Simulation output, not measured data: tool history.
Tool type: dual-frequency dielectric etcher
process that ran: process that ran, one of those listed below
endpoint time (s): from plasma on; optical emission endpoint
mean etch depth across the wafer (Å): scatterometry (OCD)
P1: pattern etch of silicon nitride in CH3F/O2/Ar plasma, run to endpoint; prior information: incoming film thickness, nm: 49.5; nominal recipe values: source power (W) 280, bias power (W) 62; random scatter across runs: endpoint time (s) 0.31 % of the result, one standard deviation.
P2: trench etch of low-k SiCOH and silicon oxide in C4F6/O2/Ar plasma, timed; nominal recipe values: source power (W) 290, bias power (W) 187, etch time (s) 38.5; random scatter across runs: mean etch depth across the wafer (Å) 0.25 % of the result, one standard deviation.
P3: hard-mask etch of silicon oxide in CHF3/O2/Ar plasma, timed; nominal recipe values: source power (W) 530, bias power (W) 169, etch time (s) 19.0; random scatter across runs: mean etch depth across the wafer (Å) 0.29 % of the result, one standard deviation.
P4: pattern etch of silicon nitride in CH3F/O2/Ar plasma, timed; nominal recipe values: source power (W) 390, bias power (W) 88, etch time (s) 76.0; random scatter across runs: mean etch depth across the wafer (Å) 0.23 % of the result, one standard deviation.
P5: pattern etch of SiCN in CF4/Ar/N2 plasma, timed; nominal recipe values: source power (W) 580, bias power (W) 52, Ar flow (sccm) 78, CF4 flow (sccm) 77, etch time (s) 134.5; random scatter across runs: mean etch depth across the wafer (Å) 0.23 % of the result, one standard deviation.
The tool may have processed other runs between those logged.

run,hour,process that ran,source power (W),bias power (W),Ar flow (sccm),CF4 flow (sccm),etch time (s),hours since the last wet clean,hours since the last source power generator calibration,hours since the last bias power generator calibration,endpoint time (s),mean etch depth across the wafer (Å)
1,5.0,P1,280,62,,,,305.3,1620.6,1929.8,87.335,
2,12.7,P1,380,74,,,,313.0,1628.3,1937.5,73.260,
3,17.8,P5,580,65,78,77,134.5,318.1,1633.4,1942.6,,1444.20
4,22.2,P2,290,187,,,54.0,322.5,1637.8,1947.0,,1581.90
5,27.3,P2,290,187,,,38.5,327.6,1642.9,1952.1,,1131.60
6,30.9,P2,290,187,,,38.5,331.2,1646.5,1955.7,,1130.80
7,38.0,P5,360,52,78,77,134.5,338.3,1653.6,1962.8,,882.18
8,45.5,P1,280,62,,,,345.8,1661.1,1970.3,87.273,
9,53.0,P5,580,52,78,50,134.5,353.3,1668.6,1977.8,,1258.20
# hour 58.7: bias power generator calibrated
10,59.1,P3,530,169,,,19.0,359.4,1674.7,0.5,,354.14
11,62.8,P1,280,62,,,,363.1,1678.4,4.2,86.884,
12,69.9,P5,580,52,78,77,134.5,370.2,1685.5,11.3,,1355.10
13,76.9,P1,380,62,,,,377.2,1692.5,18.3,77.478,
14,83.0,P3,530,238,,,19.0,383.3,1698.6,24.4,,399.67
15,87.4,P2,230,187,,,38.5,387.7,1703.0,28.8,,1033.50
16,94.1,P5,580,52,78,77,81.5,394.4,1709.7,35.5,,819.97
17,98.9,P5,580,52,78,77,134.5,399.2,1714.5,40.3,,1353.70
18,103.2,P1,280,62,,,,403.5,1718.8,44.6,87.257,
19,109.4,P1,390,81,,,,409.7,1725.0,50.8,70.000,
20,116.5,P1,190,62,,,,416.8,1732.1,57.9,100.900,
21,121.2,P5,580,52,106,77,134.5,421.5,1736.8,62.6,,1281.40
22,126.8,P1,280,62,,,,427.1,1742.4,68.2,87.698,
23,133.8,P2,290,264,,,38.5,434.1,1749.4,75.2,,1265.80
24,139.2,P4,390,88,,,98.0,439.5,1754.8,80.6,,742.18
25,146.5,P3,350,169,,,19.0,446.8,1762.1,87.9,,301.28
26,154.7,P3,530,169,,,11.0,455.0,1770.3,96.1,,204.02
27,160.4,P1,350,36,,,,460.7,1776.0,101.8,94.664,
28,164.5,P1,280,48,,,,464.8,1780.1,105.9,95.036,
29,169.8,P4,540,88,,,76.0,470.1,1785.4,111.2,,649.47
30,175.2,P1,280,62,,,,475.5,1790.8,116.6,87.338,
31,182.5,P4,390,88,,,76.0,482.8,1798.1,123.9,,574.66
32,186.8,P4,390,52,,,76.0,487.1,1802.4,128.2,,480.24
33,193.9,P1,280,83,,,,494.2,1809.5,135.3,78.594,
34,201.0,P1,280,62,,,,501.3,1816.6,142.4,87.346,
35,208.5,P1,280,62,,,,508.8,1824.1,149.9,86.974,
36,216.2,P1,280,62,,,,516.5,1831.8,157.6,86.374,
37,223.0,P1,280,62,,,,523.3,1838.6,164.4,86.633,
38,226.7,P1,280,62,,,,527.0,1842.3,168.1,86.418,
39,234.7,P1,280,62,,,,535.0,1850.3,176.1,85.794,
# hour 237.6: wet clean of the chamber
40,242.0,P1,280,62,,,,4.4,1857.6,183.4,85.715,
41,247.1,P1,280,62,,,,9.5,1862.7,188.5,86.418,
42,251.6,P1,280,62,,,,14.0,1867.2,193.0,86.047,
43,255.7,P1,280,62,,,,18.1,1871.3,197.1,86.133,
44,260.7,P1,280,62,,,,23.1,1876.3,202.1,85.783,
45,268.3,P1,280,62,,,,30.7,1883.9,209.7,85.657,

What P1 gives has crept off from where it sat before. The 2 causes that follow fit the log equally well, each at the size noted:
A: source power that arrives over what is set, % = 4.46
B: bias power that arrives over what is set, % = 4.96
Creep in the process output first set in at about hour 201.0.
Ruled out, with reasons:
chamber walls in a state that raises the etch rate, %: was serviced at hour 237.6, once the creep was under way, yet the earlier output never came back

Consider the 4 single-wafer check runs listed below, results given as question marks: which one distinguishes between the causes by giving clearly different results for each?
check 1,275.9,P3,350,169,,,13.5,,,,,?
check 2,275.9,P4,460,88,,,76.0,,,,,?
check 3,275.9,P2,290,220,,,38.5,,,,,?
check 4,275.9,P5,580,52,78,52,84.5,,,,,?

Expected result of each check under each candidate cause:
check,result,if A,if B
check 1,mean etch depth across the wafer (Å),217.88,217.91
check 2,mean etch depth across the wafer (Å),621.64,622.15
check 3,mean etch depth across the wafer (Å),1211.20,1210.80
check 4,mean etch depth across the wafer (Å),827.50,808.46
Per check, the gap between the least separated pair of causes, taken in the result that splits them most: check 1 0.02 %; check 2 0.08 %; check 3 0.03 %; check 4 2.33 %
Check 4 is the one run that separates the causes; every other check would come out nearly the same whichever cause is at work.

Check 4 was then run and gave: mean etch depth across the wafer (Å) 825.34. Which cause is it?

The cause is A: source power that arrives over what is set, %.
